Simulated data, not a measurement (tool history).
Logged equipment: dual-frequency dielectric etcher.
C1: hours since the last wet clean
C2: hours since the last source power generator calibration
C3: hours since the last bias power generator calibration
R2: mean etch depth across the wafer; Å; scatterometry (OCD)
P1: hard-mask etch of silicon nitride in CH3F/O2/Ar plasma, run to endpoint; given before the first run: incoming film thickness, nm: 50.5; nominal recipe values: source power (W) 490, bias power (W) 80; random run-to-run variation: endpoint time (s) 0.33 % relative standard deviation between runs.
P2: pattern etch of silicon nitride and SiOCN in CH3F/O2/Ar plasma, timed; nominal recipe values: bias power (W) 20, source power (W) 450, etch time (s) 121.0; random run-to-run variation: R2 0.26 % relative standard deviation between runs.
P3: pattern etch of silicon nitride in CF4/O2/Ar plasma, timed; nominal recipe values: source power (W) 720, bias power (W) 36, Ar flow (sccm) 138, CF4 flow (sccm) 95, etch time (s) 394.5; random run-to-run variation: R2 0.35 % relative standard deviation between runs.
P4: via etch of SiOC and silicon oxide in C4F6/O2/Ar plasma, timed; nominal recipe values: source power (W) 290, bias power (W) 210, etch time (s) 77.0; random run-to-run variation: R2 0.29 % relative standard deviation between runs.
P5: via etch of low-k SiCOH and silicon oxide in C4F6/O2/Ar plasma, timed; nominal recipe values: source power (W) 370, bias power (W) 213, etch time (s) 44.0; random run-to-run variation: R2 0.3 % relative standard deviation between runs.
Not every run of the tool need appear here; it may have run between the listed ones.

{"run": 1, "day": 0.342, "process that ran": "P1", "source power (W)": 490, "bias power (W)": 80, "C1": 81.1, "C2": 547.4, "C3": 2086.5, "endpoint time (s)": 64.583}
{"run": 2, "day": 0.608, "process that ran": "P1", "source power (W)": 320, "bias power (W)": 55, "C1": 87.5, "C2": 553.8, "C3": 2092.9, "endpoint time (s)": 85.799}
{"run": 3, "day": 0.796, "process that ran": "P2", "source power (W)": 320, "bias power (W)": 20, "etch time (s)": 121.0, "C1": 92.0, "C2": 558.3, "C3": 2097.4, "R2": 145.95}
{"run": 4, "day": 0.983, "process that ran": "P3", "source power (W)": 450, "bias power (W)": 36, "etch time (s)": 394.5, "Ar flow (sccm)": 138, "CF4 flow (sccm)": 95, "C1": 96.5, "C2": 562.8, "C3": 2101.9, "R2": 5782.0}
{"run": 5, "day": 1.175, "process that ran": "P2", "source power (W)": 450, "bias power (W)": 12, "etch time (s)": 121.0, "C1": 101.1, "C2": 567.4, "C3": 2106.5, "R2": 134.55}
{"run": 6, "day": 1.454, "process that ran": "P3", "source power (W)": 720, "bias power (W)": 49, "etch time (s)": 394.5, "Ar flow (sccm)": 138, "CF4 flow (sccm)": 95, "C1": 107.8, "C2": 574.1, "C3": 2113.2, "R2": 9722.1}
{"run": 7, "day": 1.846, "process that ran": "P1", "source power (W)": 490, "bias power (W)": 52, "C1": 117.2, "C2": 583.5, "C3": 2122.6, "endpoint time (s)": 74.056}
{"run": 8, "day": 2.071, "process that ran": "P2", "source power (W)": 450, "bias power (W)": 20, "etch time (s)": 121.0, "C1": 122.6, "C2": 588.9, "C3": 2128.0, "R2": 165.07}
{"run": 9, "day": 2.283, "process that ran": "P1", "source power (W)": 490, "bias power (W)": 80, "C1": 127.7, "C2": 594.0, "C3": 2133.1, "endpoint time (s)": 64.426}
{"run": 10, "day": 2.708, "process that ran": "P3", "source power (W)": 720, "bias power (W)": 36, "etch time (s)": 394.5, "Ar flow (sccm)": 138, "CF4 flow (sccm)": 113, "C1": 137.9, "C2": 604.2, "C3": 2143.3, "R2": 8901.4}
{"run": 11, "day": 2.912, "process that ran": "P5", "source power (W)": 370, "bias power (W)": 268, "etch time (s)": 44.0, "C1": 142.8, "C2": 609.1, "C3": 2148.2, "R2": 1290.0}
{"run": 12, "day": 3.225, "process that ran": "P1", "source power (W)": 300, "bias power (W)": 80, "C1": 150.3, "C2": 616.6, "C3": 2155.7, "endpoint time (s)": 77.189}
{"day": 3.246, "done": "wet clean of the chamber"}
{"run": 13, "day": 3.55, "process that ran": "P1", "source power (W)": 360, "bias power (W)": 103, "C1": 7.4, "C2": 624.4, "C3": 2163.5, "endpoint time (s)": 65.64}
{"run": 14, "day": 3.812, "process that ran": "P2", "source power (W)": 450, "bias power (W)": 20, "etch time (s)": 121.0, "C1": 13.7, "C2": 630.7, "C3": 2169.8, "R2": 164.22}
{"run": 15, "day": 4.075, "process that ran": "P1", "source power (W)": 490, "bias power (W)": 80, "C1": 20.0, "C2": 637.0, "C3": 2176.1, "endpoint time (s)": 64.257}
{"run": 16, "day": 4.425, "process that ran": "P1", "source power (W)": 490, "bias power (W)": 80, "C1": 28.4, "C2": 645.4, "C3": 2184.5, "endpoint time (s)": 63.946}
{"run": 17, "day": 4.75, "process that ran": "P2", "source power (W)": 450, "bias power (W)": 20, "etch time (s)": 150.5, "C1": 36.2, "C2": 653.2, "C3": 2192.3, "R2": 204.46}
{"run": 18, "day": 5.104, "process that ran": "P3", "source power (W)": 720, "bias power (W)": 36, "etch time (s)": 394.5, "Ar flow (sccm)": 138, "CF4 flow (sccm)": 95, "C1": 44.7, "C2": 661.7, "C3": 2200.8, "R2": 8665.6}
{"run": 19, "day": 5.292, "process that ran": "P5", "source power (W)": 370, "bias power (W)": 213, "etch time (s)": 24.0, "C1": 49.2, "C2": 666.2, "C3": 2205.3, "R2": 651.23}
{"run": 20, "day": 5.512, "process that ran": "P1", "source power (W)": 580, "bias power (W)": 107, "C1": 54.5, "C2": 671.5, "C3": 2210.6, "endpoint time (s)": 54.492}
{"run": 21, "day": 5.775, "process that ran": "P1", "source power (W)": 490, "bias power (W)": 80, "C1": 60.8, "C2": 677.8, "C3": 2216.9, "endpoint time (s)": 64.361}
{"run": 22, "day": 6.075, "process that ran": "P1", "source power (W)": 490, "bias power (W)": 80, "C1": 68.0, "C2": 685.0, "C3": 2224.1, "endpoint time (s)": 64.288}
{"run": 23, "day": 6.379, "process that ran": "P5", "source power (W)": 370, "bias power (W)": 213, "etch time (s)": 44.0, "C1": 75.3, "C2": 692.3, "C3": 2231.4, "R2": 1202.3}
{"run": 24, "day": 6.8, "process that ran": "P4", "source power (W)": 290, "bias power (W)": 210, "etch time (s)": 77.0, "C1": 85.4, "C2": 702.4, "C3": 2241.5, "R2": 793.1}
{"run": 25, "day": 7.058, "process that ran": "P5", "source power (W)": 270, "bias power (W)": 213, "etch time (s)": 44.0, "C1": 91.6, "C2": 708.6, "C3": 2247.7, "R2": 1063.2}
{"run": 26, "day": 7.292, "process that ran": "P1", "source power (W)": 630, "bias power (W)": 80, "C1": 97.2, "C2": 714.2, "C3": 2253.3, "endpoint time (s)": 58.376}
{"run": 27, "day": 7.6, "process that ran": "P4", "source power (W)": 240, "bias power (W)": 210, "etch time (s)": 77.0, "C1": 104.6, "C2": 721.6, "C3": 2260.7, "R2": 737.9}
{"run": 28, "day": 7.908, "process that ran": "P4", "source power (W)": 290, "bias power (W)": 210, "etch time (s)": 42.5, "C1": 112.0, "C2": 729.0, "C3": 2268.1, "R2": 439.76}
{"run": 29, "day": 8.162, "process that ran": "P4", "source power (W)": 290, "bias power (W)": 210, "etch time (s)": 77.0, "C1": 118.1, "C2": 735.1, "C3": 2274.2, "R2": 793.52}
{"run": 30, "day": 8.379, "process that ran": "P1", "source power (W)": 490, "bias power (W)": 103, "C1": 123.3, "C2": 740.3, "C3": 2279.4, "endpoint time (s)": 58.676}
{"run": 31, "day": 8.629, "process that ran": "P3", "source power (W)": 720, "bias power (W)": 36, "etch time (s)": 394.5, "Ar flow (sccm)": 86, "CF4 flow (sccm)": 95, "C1": 129.3, "C2": 746.3, "C3": 2285.4, "R2": 9321.2}
{"run": 32, "day": 8.954, "process that ran": "P4", "source power (W)": 290, "bias power (W)": 145, "etch time (s)": 77.0, "C1": 137.1, "C2": 754.1, "C3": 2293.2, "R2": 704.6}
{"run": 33, "day": 9.358, "process that ran": "P3", "source power (W)": 720, "bias power (W)": 36, "etch time (s)": 217.0, "Ar flow (sccm)": 138, "CF4 flow (sccm)": 95, "C1": 146.8, "C2": 763.8, "C3": 2302.9, "R2": 4778.8}
{"run": 34, "day": 9.612, "process that ran": "P1", "source power (W)": 490, "bias power (W)": 80, "C1": 152.9, "C2": 769.9, "C3": 2309.0, "endpoint time (s)": 63.937}
{"run": 35, "day": 9.9, "process that ran": "P1", "source power (W)": 490, "bias power (W)": 80, "C1": 159.8, "C2": 776.8, "C3": 2315.9, "endpoint time (s)": 64.144}
{"run": 36, "day": 10.108, "process that ran": "P1", "source power (W)": 490, "bias power (W)": 80, "C1": 164.8, "C2": 781.8, "C3": 2320.9, "endpoint time (s)": 63.606}
{"run": 37, "day": 10.312, "process that ran": "P1", "source power (W)": 490, "bias power (W)": 80, "C1": 169.7, "C2": 786.7, "C3": 2325.8, "endpoint time (s)": 63.519}
{"day": 10.421, "done": "wet clean of the chamber"}
{"run": 38, "day": 10.542, "process that ran": "P1", "source power (W)": 490, "bias power (W)": 80, "C1": 3.0, "C2": 792.2, "C3": 2331.3, "endpoint time (s)": 63.316}
{"run": 39, "day": 10.904, "process that ran": "P1", "source power (W)": 490, "bias power (W)": 80, "C1": 11.7, "C2": 800.9, "C3": 2340.0, "endpoint time (s)": 63.365}
{"run": 40, "day": 11.283, "process that ran": "P1", "source power (W)": 490, "bias power (W)": 80, "C1": 20.8, "C2": 810.0, "C3": 2349.1, "endpoint time (s)": 63.267}
{"run": 41, "day": 11.638, "process that ran": "P1", "source power (W)": 490, "bias power (W)": 80, "C1": 29.3, "C2": 818.5, "C3": 2357.6, "endpoint time (s)": 63.015}

The log shows P1 creeping away from where it was. Any of the 2 causes listed here, at the size stated for it, fits the log just as well as the others:
A: source power that arrives over what is set, % = 4.51
B: bias power that arrives over what is set, % = 4.93
At approximately day 9.612, the process output began to creep.
Each remaining cause and why it is not a fit:
chamber walls in a state that raises the etch rate, %: serviced at day 10.421, after the drift had started, without restoring the earlier output

Which of the 4 check runs listed below, each an average over 2 wafers with its results shown as question marks, gives clearly different results under the different listed causes?
{"run": "check 1", "day": 11.992, "process that ran": "P5", "source power (W)": 370, "bias power (W)": 256, "etch time (s)": 44.0, "R2": "?"}
{"run": "check 2", "day": 11.992, "process that ran": "P4", "source power (W)": 290, "bias power (W)": 155, "etch time (s)": 77.0, "R2": "?"}
{"run": "check 3", "day": 11.992, "process that ran": "P2", "source power (W)": 370, "bias power (W)": 14, "etch time (s)": 121.0, "R2": "?"}
{"run": "check 4", "day": 11.992, "process that ran": "P3", "source power (W)": 720, "bias power (W)": 36, "etch time (s)": 217.0, "Ar flow (sccm)": 92, "CF4 flow (sccm)": 95, "R2": "?"}

How each check would come out, cause by cause:
check=check_1 result=R2 if_A=1292.40 if_B=1291.90
check=check_2 result=R2 if_A=730.99 if_B=729.76
check=check_3 result=R2 if_A=134.68 if_B=135.14
check=check_4 result=R2 if_A=5284.10 if_B=5164.80
Per check, the gap between the least separated pair of causes, taken in the result that splits them most: check 1 0.03 %; check 2 0.17 %; check 3 0.34 %; check 4 2.28 %
Only check 4 tells the causes apart: in the others they would give nearly the same result.

Running check 4 produced the following: R2 5171.70 Å. Which one of the listed causes fits?

The correct cause is B, namely: bias power that arrives over what is set, %.

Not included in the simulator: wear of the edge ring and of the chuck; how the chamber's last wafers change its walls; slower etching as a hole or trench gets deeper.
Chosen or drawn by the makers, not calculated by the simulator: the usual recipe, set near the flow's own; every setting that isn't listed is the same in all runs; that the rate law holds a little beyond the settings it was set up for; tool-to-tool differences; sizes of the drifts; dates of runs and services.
